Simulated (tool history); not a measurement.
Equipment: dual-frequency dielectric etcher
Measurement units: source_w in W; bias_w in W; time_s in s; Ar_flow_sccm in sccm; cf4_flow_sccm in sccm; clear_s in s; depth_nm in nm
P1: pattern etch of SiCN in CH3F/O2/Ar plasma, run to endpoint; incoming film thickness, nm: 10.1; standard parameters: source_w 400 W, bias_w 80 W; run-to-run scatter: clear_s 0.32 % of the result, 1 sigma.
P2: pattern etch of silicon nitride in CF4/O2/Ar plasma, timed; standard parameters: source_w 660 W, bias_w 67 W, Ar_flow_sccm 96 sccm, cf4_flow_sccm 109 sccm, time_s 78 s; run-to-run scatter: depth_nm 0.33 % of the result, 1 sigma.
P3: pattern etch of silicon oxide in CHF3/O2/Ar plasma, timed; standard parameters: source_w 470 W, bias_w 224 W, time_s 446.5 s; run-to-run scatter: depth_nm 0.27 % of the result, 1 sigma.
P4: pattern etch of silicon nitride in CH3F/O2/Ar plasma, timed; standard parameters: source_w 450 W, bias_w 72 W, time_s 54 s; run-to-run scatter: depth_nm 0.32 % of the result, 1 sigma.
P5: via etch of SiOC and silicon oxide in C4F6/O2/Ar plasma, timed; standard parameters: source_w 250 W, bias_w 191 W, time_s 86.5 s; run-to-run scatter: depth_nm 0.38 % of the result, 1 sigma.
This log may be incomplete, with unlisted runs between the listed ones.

run   hour  process  source_w  bias_w  time_s  Ar_flow_sccm  cf4_flow_sccm  hours since the last wet clean  hours since the last source power generator calibration  hours since the last bias power generator calibration  clear_s  depth_nm
  1    8.7       P1       400      80                                                                355.3                                                   1523.4                                                   1515   27.615
  2   15.9       P1       400      95                                                                362.5                                                   1530.6                                                 1522.2   25.939
  3   23.8       P5       250     191    86.5                                                        370.4                                                   1538.5                                                 1530.1              83.49
  4   28.9       P3       470     224   446.5                                                        375.5                                                   1543.6                                                 1535.2             893.49
  5   35.8       P4       450      72      54                                                        382.4                                                   1550.5                                                 1542.1             40.488
  6   45.6       P1       550      95                                                                392.2                                                   1560.3                                                 1551.9   22.972
  7   54.8       P1       400      80                                                                401.4                                                   1569.5                                                 1561.1    27.64
  8   63.4       P1       400      80                                                                  410                                                   1578.1                                                 1569.7   27.527
  9   70.9       P4       540      72      54                                                        417.5                                                   1585.6                                                 1577.2             43.403
 10   75.6       P2       660      39      78            96            109                           422.2                                                   1590.3                                                 1581.9             178.62
 11   85.8       P4       450      46      54                                                        432.4                                                   1600.5                                                 1592.1             35.035
 12   94.8       P1       300     101                                                                441.4                                                   1609.5                                                 1601.1   28.315
 13  104.3       P3       470     224   274.5                                                        450.9                                                     1619                                                 1610.6             548.48
 14  111.4       P2       660      67      78            96             76                             458                                                   1626.1                                                 1617.7             208.35
 15  120.1       P1       320      80                                                                466.7                                                   1634.8                                                 1626.4   30.095
 16    127       P1       530     100                                                                473.6                                                   1641.7                                                 1633.3   22.963
 17  131.9       P2       660      67     101            96            109                           478.5                                                   1646.6                                                 1638.2             280.76
 18  139.9       P3       470     311   446.5                                                        486.5                                                   1654.6                                                 1646.2             1004.9
 19  144.6       P5       250     191    66.5                                                        491.2                                                   1659.3                                                 1650.9             63.753
 20  149.9       P3       360     224   446.5                                                        496.5                                                   1664.6                                                 1656.2              803.5
 21  160.2       P1       400      80                                                                506.8                                                   1674.9                                                 1666.5   27.676
 22  165.6       P2       660      67      78            96            109                           512.2                                                   1680.3                                                 1671.9             216.33
 23  176.1       P1       400      52                                                                522.7                                                   1690.8                                                 1682.4   31.894
 24  185.5       P5       250     118    86.5                                                        532.1                                                   1700.2                                                 1691.8             71.166
 25  193.4       P4       450      72      54                                                          540                                                   1708.1                                                 1699.7             40.284
 26  200.2       P4       450      72    66.5                                                        546.8                                                   1714.9                                                 1706.5             49.517
 27  207.6       P1       520      80                                                                554.2                                                   1722.3                                                 1713.9   24.951
 28  218.2       P2       660      67      78           135            109                           564.8                                                   1732.9                                                 1724.5             207.36
 29  224.4       P5       320     191    86.5                                                          571                                                   1739.1                                                 1730.7             91.396
 30  230.7       P2       440      67      78            96            109                           577.3                                                   1745.4                                                   1737             151.78
 31  237.5       P1       400      80                                                                584.1                                                   1752.2                                                 1743.8    27.57
 32  244.6       P1       400      80                                                                591.2                                                   1759.3                                                 1750.9   27.901
 33  253.9       P1       400      80                                                                600.5                                                   1768.6                                                 1760.2   27.829
 34  259.7       P1       400      80                                                                606.3                                                   1774.4                                                   1766   27.875
     265.8  -- wet clean of the chamber
 35  270.1       P1       400      80                                                                  4.4                                                   1784.8                                                 1776.4   28.028
 36  277.1       P1       400      80                                                                 11.4                                                   1791.8                                                 1783.4   28.071
 37    285       P1       400      80                                                                 19.3                                                   1799.7                                                 1791.3   27.945
 38  291.2       P1       400      80                                                                 25.5                                                   1805.9                                                 1797.5   28.165
 39  296.8       P1       400      80                                                                 31.1                                                   1811.5                                                 1803.1   28.261
 40  306.5       P1       400      80                                                                 40.8                                                   1821.2                                                 1812.8   28.167

P1 has crept away from where it was. The log is fitted equally well by each of these 2 causes, at the sizes shown:
A: bias power that arrives under what is set, % = 4.41
B: source power that arrives under what is set, % = 4.25
At approximately hour 237.5, the process output began to creep.
Each remaining cause and why it is not a fit:
chamber walls in a state that lowers the etch rate, %: its service at hour 265.8 followed the start of the drift and did not put the process back to its old value

Which of the check runs below tells the causes apart, meaning the causes would give it clearly different results? Each run uses 2 wafers whose results are averaged, and each result is shown as a question mark.
check 1  316.2       P4       450      72      54                                                                                                                                                                                               ?
check 2  316.2       P5       250     191    86.5                                                                                                                                                                                               ?
check 3  316.2       P2       660      67      78            96            109                                                                                                                                                                  ?
check 4  316.2       P3       470     224   446.5                                                                                                                                                                                               ?

What every check run would give for each of its results, assuming each possible cause in turn:
  check    result    if A    if B
check 1  depth_nm  39.764  39.714
check 2  depth_nm  81.854  81.733
check 3  depth_nm  212.32     208
check 4  depth_nm  874.05  873.76
Gap, in per cent, between the two causes that each check separates least, read from the result that separates them most: check 1 0.13 %; check 2 0.15 %; check 3 2.05 %; check 4 0.03 %
Check 3 is the one run that separates the causes; every other check would come out nearly the same whichever cause is at work.

Here is what check 3 returned: depth_nm 207.19 nm. Which cause is it?

It is B: source power that arrives under what is set, %.

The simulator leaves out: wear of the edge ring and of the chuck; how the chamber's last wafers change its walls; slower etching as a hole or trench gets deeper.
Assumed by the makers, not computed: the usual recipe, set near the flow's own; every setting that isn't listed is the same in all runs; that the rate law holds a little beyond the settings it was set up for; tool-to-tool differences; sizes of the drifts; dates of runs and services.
